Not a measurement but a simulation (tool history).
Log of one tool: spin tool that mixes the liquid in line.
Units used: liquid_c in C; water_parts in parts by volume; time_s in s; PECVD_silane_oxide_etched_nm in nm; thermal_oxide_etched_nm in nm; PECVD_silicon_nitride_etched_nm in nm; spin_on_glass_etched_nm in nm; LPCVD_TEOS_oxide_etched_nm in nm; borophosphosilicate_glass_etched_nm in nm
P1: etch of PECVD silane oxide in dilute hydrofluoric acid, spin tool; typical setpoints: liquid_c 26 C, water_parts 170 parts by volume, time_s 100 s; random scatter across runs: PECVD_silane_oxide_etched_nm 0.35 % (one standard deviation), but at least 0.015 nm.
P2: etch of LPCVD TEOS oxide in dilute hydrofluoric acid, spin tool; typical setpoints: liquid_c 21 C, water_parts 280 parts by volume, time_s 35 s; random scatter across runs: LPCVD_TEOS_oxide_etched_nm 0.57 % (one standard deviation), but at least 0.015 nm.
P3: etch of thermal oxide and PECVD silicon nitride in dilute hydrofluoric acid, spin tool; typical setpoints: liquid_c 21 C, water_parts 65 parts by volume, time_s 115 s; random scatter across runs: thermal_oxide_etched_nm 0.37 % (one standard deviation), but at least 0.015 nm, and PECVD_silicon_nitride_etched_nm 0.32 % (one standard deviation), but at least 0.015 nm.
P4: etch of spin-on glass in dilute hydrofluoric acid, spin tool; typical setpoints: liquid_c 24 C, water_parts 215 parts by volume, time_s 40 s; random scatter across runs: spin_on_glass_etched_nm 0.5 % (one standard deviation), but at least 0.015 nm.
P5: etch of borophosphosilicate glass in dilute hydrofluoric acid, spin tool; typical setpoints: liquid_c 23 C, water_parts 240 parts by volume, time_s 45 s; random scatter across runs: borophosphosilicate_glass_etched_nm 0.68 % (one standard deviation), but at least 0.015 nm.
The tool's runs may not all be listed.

| run | hour | process | liquid_c | water_parts | time_s | hours since the thermometer was replaced | hours since the hydrofluoric acid flow meter was replaced | PECVD_silane_oxide_etched_nm | thermal_oxide_etched_nm | PECVD_silicon_nitride_etched_nm | spin_on_glass_etched_nm | LPCVD_TEOS_oxide_etched_nm | borophosphosilicate_glass_etched_nm |
|---|---|---|---|---|---|---|---|---|---|---|---|---|---|
| 1 | 7.4 | P1 | 26 | 170 | 100 | 628.5 | 747.4 | 9.8013 |  |  |  |  |  |
| 2 | 14.3 | P1 | 26 | 290 | 100 | 635.4 | 754.3 | 5.1095 |  |  |  |  |  |
| 3 | 21.8 | P3 | 21 | 65 | 235 | 642.9 | 761.8 |  | 17.016 | 14.087 |  |  |  |
| 4 | 26.8 | P4 | 19.5 | 215 | 40 | 647.9 | 766.8 |  |  |  | 5.0173 |  |  |
| 5 | 32.1 | P3 | 21 | 65 | 115 | 653.2 | 772.1 |  | 8.2991 | 6.8949 |  |  |  |
| 6 | 37.4 | P4 | 24 | 215 | 15 | 658.5 | 777.4 |  |  |  | 2.2256 |  |  |
| 7 | 43.7 | P1 | 30.5 | 170 | 100 | 664.8 | 783.7 | 11.653 |  |  |  |  |  |
| 8 | 48 | P1 | 26 | 100 | 15 | 669.1 | 788 | 2.733 |  |  |  |  |  |
| 9 | 55.5 | P2 | 21 | 280 | 35 | 676.6 | 795.5 |  |  |  |  | 5.078 |  |
| 10 | 59.5 | P2 | 25 | 280 | 35 | 680.6 | 799.5 |  |  |  |  | 5.8437 |  |
| 11 | 67.7 | P5 | 23 | 240 | 15 | 688.8 | 807.7 |  |  |  |  |  | 1.4094 |
| 12 | 73.5 | P5 | 23 | 240 | 45 | 694.6 | 813.5 |  |  |  |  |  | 4.2281 |
| 13 | 81.1 | P1 | 26 | 170 | 100 | 702.2 | 821.1 | 9.8993 |  |  |  |  |  |
| 14 | 89.3 | P2 | 21 | 280 | 35 | 710.4 | 829.3 |  |  |  |  | 5.0191 |  |
| 15 | 96.9 | P2 | 21 | 280 | 65 | 718 | 836.9 |  |  |  |  | 9.4118 |  |
| 16 | 101.2 | P5 | 18.5 | 240 | 45 | 722.3 | 841.2 |  |  |  |  |  | 3.6079 |
| 17 | 105.6 | P5 | 23 | 385 | 45 | 726.7 | 845.6 |  |  |  |  |  | 2.2854 |
| 18 | 109.5 | P1 | 22 | 255 | 100 | 730.6 | 849.5 | 5.1998 |  |  |  |  |  |
| 19 | 116 | P1 | 26 | 170 | 100 | 737.1 | 856 | 9.8697 |  |  |  |  |  |
| 20 | 119.6 | P1 | 26 | 170 | 100 | 740.7 | 859.6 | 9.9352 |  |  |  |  |  |
| 21 | 125.1 | P1 | 26 | 170 | 20 | 746.2 | 865.1 | 1.9828 |  |  |  |  |  |
| 22 | 131.5 | P1 | 26 | 70 | 100 | 752.6 | 871.5 | 27.134 |  |  |  |  |  |
| 23 | 139.8 | P1 | 20.5 | 170 | 100 | 760.9 | 879.8 | 7.9986 |  |  |  |  |  |
| 24 | 147.3 | P1 | 26 | 170 | 175 | 768.4 | 887.3 | 17.418 |  |  |  |  |  |

What will run 25 give?
| 25 | 154.7 | P3 | 26.5 | 65 | 115 | 775.8 | 894.7 |  | ? | ? |  |  |  |

{"run 25": {"thermal_oxide_etched_nm": 10.347, "PECVD_silicon_nitride_etched_nm": 9.9561}}

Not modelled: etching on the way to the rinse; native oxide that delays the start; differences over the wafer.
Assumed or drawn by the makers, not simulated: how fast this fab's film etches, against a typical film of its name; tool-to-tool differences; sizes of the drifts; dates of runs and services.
